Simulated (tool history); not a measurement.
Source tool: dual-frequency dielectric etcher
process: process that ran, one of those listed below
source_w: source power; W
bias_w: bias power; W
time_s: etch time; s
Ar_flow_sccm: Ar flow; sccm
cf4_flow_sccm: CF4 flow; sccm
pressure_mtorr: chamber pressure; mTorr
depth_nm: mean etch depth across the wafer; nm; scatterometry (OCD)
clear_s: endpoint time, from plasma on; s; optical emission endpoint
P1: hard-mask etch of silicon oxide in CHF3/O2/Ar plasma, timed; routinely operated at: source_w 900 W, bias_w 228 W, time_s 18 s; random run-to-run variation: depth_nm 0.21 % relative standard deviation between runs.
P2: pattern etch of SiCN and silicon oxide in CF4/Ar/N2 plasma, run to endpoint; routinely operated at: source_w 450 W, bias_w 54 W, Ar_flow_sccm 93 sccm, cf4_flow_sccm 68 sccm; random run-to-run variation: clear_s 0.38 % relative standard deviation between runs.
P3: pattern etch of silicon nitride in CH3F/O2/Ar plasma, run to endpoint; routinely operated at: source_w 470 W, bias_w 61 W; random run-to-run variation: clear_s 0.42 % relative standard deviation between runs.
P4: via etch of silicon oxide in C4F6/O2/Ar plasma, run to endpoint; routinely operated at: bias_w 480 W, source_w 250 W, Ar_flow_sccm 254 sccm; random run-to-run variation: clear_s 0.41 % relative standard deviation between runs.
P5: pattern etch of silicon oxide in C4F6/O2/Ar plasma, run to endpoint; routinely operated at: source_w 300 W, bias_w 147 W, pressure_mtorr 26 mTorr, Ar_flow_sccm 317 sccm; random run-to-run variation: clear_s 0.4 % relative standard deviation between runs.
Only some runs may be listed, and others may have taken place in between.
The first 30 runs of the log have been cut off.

| run | hour | process | source_w | bias_w | time_s | Ar_flow_sccm | cf4_flow_sccm | pressure_mtorr | hours since the last wet clean | hours since the last source power generator calibration | hours since the last bias power generator calibration | depth_nm | clear_s |
|---|---|---|---|---|---|---|---|---|---|---|---|---|---|
| 31 | 371.7 | P3 | 470 | 61 |  |  |  |  | 460.5 | 170.3 | 1008.6 |  | 74.908 |
| 32 | 379.9 | P2 | 370 | 54 |  | 93 | 68 |  | 468.7 | 178.5 | 1016.8 |  | 20.526 |
| 33 | 392.7 | P1 | 900 | 228 | 18 |  |  |  | 481.5 | 191.3 | 1029.6 | 45.341 |  |
| 34 | 408.9 | P1 | 900 | 228 | 18 |  |  |  | 497.7 | 207.5 | 1045.8 | 45.155 |  |
| 35 | 416.8 | P1 | 900 | 228 | 18 |  |  |  | 505.6 | 215.4 | 1053.7 | 45.322 |  |
| 36 | 430.8 | P1 | 900 | 228 | 18 |  |  |  | 519.6 | 229.4 | 1067.7 | 45.48 |  |
| 37 | 442.5 | P1 | 900 | 228 | 18 |  |  |  | 531.3 | 241.1 | 1079.4 | 45.693 |  |
| 38 | 457.2 | P1 | 900 | 228 | 18 |  |  |  | 546 | 255.8 | 1094.1 | 45.681 |  |
| 39 | 468.2 | P1 | 900 | 228 | 18 |  |  |  | 557 | 266.8 | 1105.1 | 45.783 |  |
|  | 474.7 | wet clean of the chamber |
| 40 | 476.8 | P1 | 900 | 228 | 18 |  |  |  | 2.2 | 275.4 | 1113.7 | 45.942 |  |
| 41 | 488.9 | P1 | 900 | 228 | 18 |  |  |  | 14.3 | 287.5 | 1125.8 | 45.995 |  |
| 42 | 503.7 | P1 | 900 | 228 | 18 |  |  |  | 29.1 | 302.3 | 1140.6 | 45.782 |  |
| 43 | 516.8 | P1 | 900 | 228 | 18 |  |  |  | 42.2 | 315.4 | 1153.7 | 45.899 |  |

For run 44, what comes out?
| 44 | 525.7 | P1 | 900 | 228 | 18 |  |  |  | 51.1 | 324.3 | 1162.6 | ? |  |

depth_nm: 46.054 nm
